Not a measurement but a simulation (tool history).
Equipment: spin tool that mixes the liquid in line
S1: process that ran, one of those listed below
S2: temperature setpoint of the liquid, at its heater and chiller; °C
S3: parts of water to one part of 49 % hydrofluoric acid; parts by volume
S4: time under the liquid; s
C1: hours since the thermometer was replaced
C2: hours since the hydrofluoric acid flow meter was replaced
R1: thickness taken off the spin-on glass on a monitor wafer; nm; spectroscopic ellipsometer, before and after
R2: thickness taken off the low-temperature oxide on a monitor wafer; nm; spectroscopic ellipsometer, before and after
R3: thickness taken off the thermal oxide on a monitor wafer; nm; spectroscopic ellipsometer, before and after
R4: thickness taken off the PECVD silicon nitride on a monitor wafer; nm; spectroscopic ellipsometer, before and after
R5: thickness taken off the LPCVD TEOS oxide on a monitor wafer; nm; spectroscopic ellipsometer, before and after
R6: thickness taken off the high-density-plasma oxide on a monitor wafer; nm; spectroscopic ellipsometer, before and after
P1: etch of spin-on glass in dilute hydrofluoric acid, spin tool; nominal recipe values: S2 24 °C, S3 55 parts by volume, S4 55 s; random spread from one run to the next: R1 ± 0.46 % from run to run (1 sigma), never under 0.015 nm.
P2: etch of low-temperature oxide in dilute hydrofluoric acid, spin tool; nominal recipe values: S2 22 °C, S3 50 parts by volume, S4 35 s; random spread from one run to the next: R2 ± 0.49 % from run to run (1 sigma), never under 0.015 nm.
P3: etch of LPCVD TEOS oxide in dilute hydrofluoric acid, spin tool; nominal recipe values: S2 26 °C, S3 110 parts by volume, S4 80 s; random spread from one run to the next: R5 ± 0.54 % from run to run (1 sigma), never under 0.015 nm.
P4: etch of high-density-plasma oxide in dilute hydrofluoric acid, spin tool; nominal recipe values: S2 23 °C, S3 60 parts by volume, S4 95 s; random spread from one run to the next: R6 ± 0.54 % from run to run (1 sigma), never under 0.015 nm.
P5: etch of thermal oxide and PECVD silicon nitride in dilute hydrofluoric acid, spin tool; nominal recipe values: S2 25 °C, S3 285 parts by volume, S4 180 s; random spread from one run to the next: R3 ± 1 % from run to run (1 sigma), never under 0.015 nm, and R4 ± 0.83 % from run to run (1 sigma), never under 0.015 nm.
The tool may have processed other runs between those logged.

run,day,S1,S2,S3,S4,C1,C2,R1,R2,R3,R4,R5,R6
1,0.158,P1,24,55,55,691.7,1074.3,36.643,,,,,
2,0.475,P2,22,50,35,699.3,1081.9,,8.4753,,,,
3,0.671,P5,17.5,285,180,704,1086.6,,,1.9751,1.4627,,
4,0.9,P1,24,55,55,709.5,1092.1,36.308,,,,,
5,1.062,P2,22,50,60,713.4,1096,,14.399,,,,
6,1.271,P3,26,110,80,718.4,1101,,,,,22.296,
7,1.433,P1,29,55,55,722.3,1104.9,44.375,,,,,
8,1.671,P3,33,110,80,728,1110.6,,,,,29.365,
9,1.846,P2,17,50,35,732.2,1114.8,,6.8283,,,,
10,2.033,P1,24,55,55,736.7,1119.3,36.12,,,,,
11,2.325,P4,23,60,95,743.7,1126.3,,,,,,8.0292
12,2.575,P1,17.5,55,55,749.7,1132.3,27.829,,,,,
13,2.738,P3,26,60,80,753.6,1136.2,,,,,43.926,
14,3.054,P1,24,100,15,761.2,1143.8,5.1665,,,,,
15,3.229,P5,25,65,180,765.4,1148,,,14.994,10.315,,
16,3.433,P1,24,20,55,770.3,1152.9,105.02,,,,,
17,3.617,P1,24,90,55,774.7,1157.3,21.201,,,,,
18,3.942,P1,17,75,55,782.5,1165.1,19.383,,,,,
19,4.279,P4,23,60,95,790.6,1173.2,,,,,,8.1392
20,4.475,P1,24,55,110,795.3,1177.9,73.117,,,,,
21,4.671,P1,24,55,55,800,1182.6,35.939,,,,,
22,4.988,P5,25,285,90,807.6,1190.2,,,1.3268,1.1495,,
23,5.208,P4,31,60,95,812.9,1195.5,,,,,,11.144
24,5.379,P4,23,60,180,817,1199.6,,,,,,15.227
25,5.638,P2,22,70,35,823.2,1205.8,,5.9233,,,,
26,5.879,P1,24,55,55,829,1211.6,36.25,,,,,
27,6.092,P5,25,285,180,834.1,1216.7,,,2.6265,2.3409,,
28,6.325,P3,26,110,80,839.7,1222.3,,,,,22.412,
29,6.588,P1,24,55,15,846,1228.6,9.9407,,,,,
30,6.917,P4,23,20,95,853.9,1236.5,,,,,,25.392
31,7.221,P2,22,50,35,861.2,1243.8,,8.5127,,,,
32,7.504,P3,26,110,160,868,1250.6,,,,,44.682,
33,7.65,P1,24,55,55,871.5,1254.1,36.264,,,,,
34,7.833,P1,24,55,55,875.9,1258.5,36.985,,,,,
35,8.108,P1,24,55,55,882.5,1265.1,37.516,,,,,
36,8.262,P1,24,55,55,886.2,1268.8,38.069,,,,,
37,8.488,P1,24,55,55,891.6,1274.2,38.134,,,,,
38,8.725,P1,24,55,55,897.3,1279.9,38.021,,,,,
39,9.062,P1,24,55,55,905.4,1288,38.378,,,,,
40,9.3,P1,24,55,55,911.1,1293.7,38.283,,,,,
41,9.521,P1,24,55,55,916.4,1299,38.385,,,,,
42,9.796,P1,24,55,55,923,1305.6,38.415,,,,,
43,9.954,P1,24,55,55,926.8,1309.4,38.557,,,,,

Something has made what P1 gives creep away from where it was; the 2 causes below, each at its own stated size, fit the log equally well:
A: liquid hotter than its thermometer reads (K) = 1.4
B: hydrofluoric acid flow above the setpoint (%) = 5.44
The gradual shift began around day 7.65.

Which of the 4 check runs listed below, each an average over 3 wafers with its results shown as question marks, gives clearly different results under the different listed causes?
check 1,10.112,P2,22,70,35,,,,?,,,,
check 2,10.112,P4,26.5,60,95,,,,,,,,?
check 3,10.112,P3,26,110,150,,,,,,,?,
check 4,10.112,P5,17.5,130,180,,,,,?,?,,

If the cause were each of the candidates in turn, the checks would give the following:
check,result,if A,if B
check 1,R2,6.2559,6.2562
check 2,R6,9.8542,9.8708
check 3,R5,44.368,44.66
check 4,R3,5.3517,5.3645
check 4,R4,3.4419,3.2924
Smallest distance between any two causes, each pair judged by its most separating result, in per cent: check 1 0 %; check 2 0.17 %; check 3 0.66 %; check 4 4.44 %
Only in check 4 would the causes give clearly different results; in the remaining checks their results would be nearly the same.

Check 4 was carried out, with these results: R3 5.349 nm; R4 3.2782 nm. Which of the listed causes is responsible?

B is the cause: hydrofluoric acid flow above the setpoint (%).
